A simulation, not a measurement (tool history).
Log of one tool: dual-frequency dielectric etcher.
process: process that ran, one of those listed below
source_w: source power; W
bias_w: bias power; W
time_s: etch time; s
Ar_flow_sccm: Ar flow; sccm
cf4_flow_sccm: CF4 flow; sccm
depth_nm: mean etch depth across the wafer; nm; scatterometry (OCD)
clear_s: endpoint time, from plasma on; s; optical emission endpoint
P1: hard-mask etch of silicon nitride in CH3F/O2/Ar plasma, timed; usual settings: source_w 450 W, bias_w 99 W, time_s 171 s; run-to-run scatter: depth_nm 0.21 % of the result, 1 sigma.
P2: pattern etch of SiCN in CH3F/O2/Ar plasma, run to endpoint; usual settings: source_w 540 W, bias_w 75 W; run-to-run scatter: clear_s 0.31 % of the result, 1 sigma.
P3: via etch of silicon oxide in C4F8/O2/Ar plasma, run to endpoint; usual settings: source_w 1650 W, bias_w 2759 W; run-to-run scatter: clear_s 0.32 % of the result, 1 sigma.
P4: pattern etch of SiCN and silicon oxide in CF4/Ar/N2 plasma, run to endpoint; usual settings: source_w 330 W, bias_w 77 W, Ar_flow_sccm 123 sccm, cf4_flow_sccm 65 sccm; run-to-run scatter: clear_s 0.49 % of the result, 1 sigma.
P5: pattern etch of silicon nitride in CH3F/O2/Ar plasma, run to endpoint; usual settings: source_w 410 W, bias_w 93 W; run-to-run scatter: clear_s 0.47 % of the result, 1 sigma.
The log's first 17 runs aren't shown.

run,hour,process,source_w,bias_w,time_s,Ar_flow_sccm,cf4_flow_sccm,hours since the last wet clean,hours since the last source power generator calibration,hours since the last bias power generator calibration,depth_nm,clear_s
18,153.7,P4,430,77,,123,65,547.7,2811.7,2974.0,,11.790
19,163.0,P4,330,56,,123,65,557.0,2821.0,2983.3,,16.589
20,169.2,P1,450,99,171,,,563.2,2827.2,2989.5,141.120,
21,181.0,P2,540,60,,,,575.0,2839.0,3001.3,,17.921
22,187.3,P4,330,77,,79,65,581.3,2845.3,3007.6,,13.887
23,199.0,P1,450,99,171,,,593.0,2857.0,3019.3,142.150,
24,205.1,P5,510,93,,,,599.1,2863.1,3025.4,,69.313
25,216.7,P1,450,99,171,,,610.7,2874.7,3037.0,141.400,
26,225.6,P5,410,68,,,,619.6,2883.6,3045.9,,84.328
27,233.0,P1,630,99,171,,,627.0,2891.0,3053.3,160.350,
28,242.8,P3,1650,2152,,,,636.8,2900.8,3063.1,,170.680
29,249.5,P2,670,75,,,,643.5,2907.5,3069.8,,15.414
30,255.6,P1,450,99,171,,,649.6,2913.6,3075.9,141.400,
31,261.1,P1,450,99,171,,,655.1,2919.1,3081.4,140.850,
32,270.2,P1,450,99,171,,,664.2,2928.2,3090.5,140.690,
33,275.6,P1,450,99,171,,,669.6,2933.6,3095.9,139.890,
34,285.7,P1,450,99,171,,,679.7,2943.7,3106.0,139.290,
35,295.3,P1,450,99,171,,,689.3,2953.3,3115.6,139.740,
# hour 299.1: wet clean of the chamber
36,303.0,P1,450,99,171,,,3.9,2961.0,3123.3,139.280,

Run 37 comes next. What will it give?
37,314.2,P1,450,99,171,,,15.1,2972.2,3134.5,?,

{"run 37": {"depth_nm": 138.52}}
